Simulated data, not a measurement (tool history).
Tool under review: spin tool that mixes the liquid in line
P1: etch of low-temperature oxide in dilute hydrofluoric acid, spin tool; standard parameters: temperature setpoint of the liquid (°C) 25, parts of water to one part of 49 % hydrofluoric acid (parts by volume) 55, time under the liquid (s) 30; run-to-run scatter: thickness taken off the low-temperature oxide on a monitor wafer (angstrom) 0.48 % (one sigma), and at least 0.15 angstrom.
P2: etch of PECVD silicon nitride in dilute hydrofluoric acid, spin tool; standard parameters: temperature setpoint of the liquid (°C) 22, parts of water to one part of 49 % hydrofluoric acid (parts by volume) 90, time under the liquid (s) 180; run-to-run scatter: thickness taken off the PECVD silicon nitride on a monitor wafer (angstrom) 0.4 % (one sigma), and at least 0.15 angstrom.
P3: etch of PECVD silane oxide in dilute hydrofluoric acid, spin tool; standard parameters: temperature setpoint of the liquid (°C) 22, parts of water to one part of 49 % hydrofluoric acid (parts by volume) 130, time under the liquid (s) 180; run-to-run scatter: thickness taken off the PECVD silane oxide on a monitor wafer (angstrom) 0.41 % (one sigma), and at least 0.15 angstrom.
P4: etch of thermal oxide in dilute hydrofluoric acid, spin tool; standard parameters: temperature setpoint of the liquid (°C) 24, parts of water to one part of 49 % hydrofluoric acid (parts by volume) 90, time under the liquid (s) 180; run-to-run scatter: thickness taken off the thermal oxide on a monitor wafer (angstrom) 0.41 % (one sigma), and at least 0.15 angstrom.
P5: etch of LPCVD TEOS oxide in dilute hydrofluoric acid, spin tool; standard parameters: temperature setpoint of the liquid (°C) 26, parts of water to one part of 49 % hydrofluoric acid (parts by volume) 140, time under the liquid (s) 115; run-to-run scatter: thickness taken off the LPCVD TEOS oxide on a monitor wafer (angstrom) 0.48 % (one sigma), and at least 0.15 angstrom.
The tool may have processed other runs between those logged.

run	day	process that ran	temperature setpoint of the liquid (°C)	parts of water to one part of 49 % hydrofluoric acid (parts by volume)	time under the liquid (s)	hours since the thermometer was replaced	hours since the hydrofluoric acid flow meter was replaced	thickness taken off the low-temperature oxide on a monitor wafer (angstrom)	thickness taken off the PECVD silicon nitride on a monitor wafer (angstrom)	thickness taken off the PECVD silane oxide on a monitor wafer (angstrom)	thickness taken off the LPCVD TEOS oxide on a monitor wafer (angstrom)	thickness taken off the thermal oxide on a monitor wafer (angstrom)
1	0.542	P1	25	55	30	683.6	758.1	105.22				
2	1.062	P1	17	55	30	696.1	770.6	74.701				
3	1.483	P1	25	55	30	706.2	780.7	104.39				
4	1.804	P2	18.5	90	180	713.9	788.4		40.369			
5	2.338	P3	22	130	180	726.7	801.2			265.91		
6	2.617	P5	26	60	115	733.4	807.9				386.19	
7	3.05	P3	17	130	180	743.8	818.3			217.71		
8	3.4	P2	22	50	180	752.2	826.7		91.388			
9	3.662	P4	24	155	180	758.5	833					55.019
10	4.125	P3	22	130	295	769.6	844.1			434.76		
11	4.612	P1	25	55	30	781.3	855.8	104.05				
12	5.154	P1	25	55	30	794.3	868.8	105.45				
13	5.467	P2	22	90	180	801.8	876.3		51.131			
14	5.85	P5	26	140	185	811	885.5				241.74	
15	6.383	P4	24	90	180	823.8	898.3					101.73
16	6.858	P1	32	55	30	835.2	909.7	138.42				
17	7.242	P1	25	55	30	844.4	918.9	104.71				
18	7.796	P1	25	100	30	857.7	932.2	54.729				
19	8.079	P1	28.5	20	30	864.5	939	350.52				
20	8.429	P2	22	90	25	872.9	947.4		7.0575			
21	8.812	P4	31	90	180	882.1	956.6					132.66
22	9.142	P1	25	55	55	890	964.5	190.65				
23	9.6	P4	24	90	85	901	975.5					48.354
24	9.892	P1	25	20	30	908	982.5	303.08				
25	10.2	P5	31.5	140	115	915.4	989.9				181.08	
26	10.671	P5	26	140	115	926.7	1001.2				149.06	
27	11.075	P1	25	55	15	936.4	1010.9	52.451				
# day 11.271: thermometer replaced
28	11.392	P1	21	90	30	2.9	1018.5	51.885				
29	11.775	P3	22	185	180	12.1	1027.7			177.19		
30	12.317	P1	25	55	30	25.1	1040.7	104.67				
31	12.792	P1	25	55	30	36.5	1052.1	103.94				
32	13.125	P1	25	55	30	44.5	1060.1	106.29				
33	13.517	P1	25	55	30	53.9	1069.5	108.19				
34	14.075	P1	25	55	30	67.3	1082.9	109.96				
35	14.496	P1	25	55	30	77.4	1093	109.49				
36	14.975	P1	25	55	30	88.9	1104.5	110.03				
37	15.308	P1	25	55	30	96.9	1112.5	110.08				
38	15.612	P1	25	55	30	104.2	1119.8	111.41				
39	15.871	P1	25	55	30	110.4	1126	110.64				
40	16.3	P1	25	55	30	120.7	1136.3	109.61				
41	16.608	P1	25	55	30	128.1	1143.7	111.31				

What P1 gives has crept off from where it sat before. The 2 causes that follow fit the log equally well, each at the size noted:
A: hydrofluoric acid flow above the setpoint (%) = 5.35
B: liquid hotter than its thermometer reads (K) = 1.39
Creep in the process output first set in at about day 12.792.

Which of the 4 check runs listed below separates the causes, so that each cause would produce a clearly different result? Each run uses one wafer, and its results are marked with question marks.
check 1	16.917	P5	26	140	115						?	
check 2	16.917	P2	22	90	180				?			
check 3	16.917	P3	22	130	180					?		
check 4	16.917	P4	24	90	180							?

How each check would come out, cause by cause:
check	result	if A	if B
check 1	thickness taken off the LPCVD TEOS oxide on a monitor wafer (angstrom)	158.43	157.06
check 2	thickness taken off the PECVD silicon nitride on a monitor wafer (angstrom)	53.958	56.265
check 3	thickness taken off the PECVD silane oxide on a monitor wafer (angstrom)	283.15	281.75
check 4	thickness taken off the thermal oxide on a monitor wafer (angstrom)	107.72	107.43
Per check, the gap between the least separated pair of causes, taken in the result that splits them most: check 1 0.87 %; check 2 4.19 %; check 3 0.5 %; check 4 0.27 %
Only in check 2 would the causes give clearly different results; in the remaining checks their results would be nearly the same.

Then check 2 was run and gave: thickness taken off the PECVD silicon nitride on a monitor wafer (angstrom) 56.525. Which cause is it?

The correct cause is B, namely: liquid hotter than its thermometer reads (K).
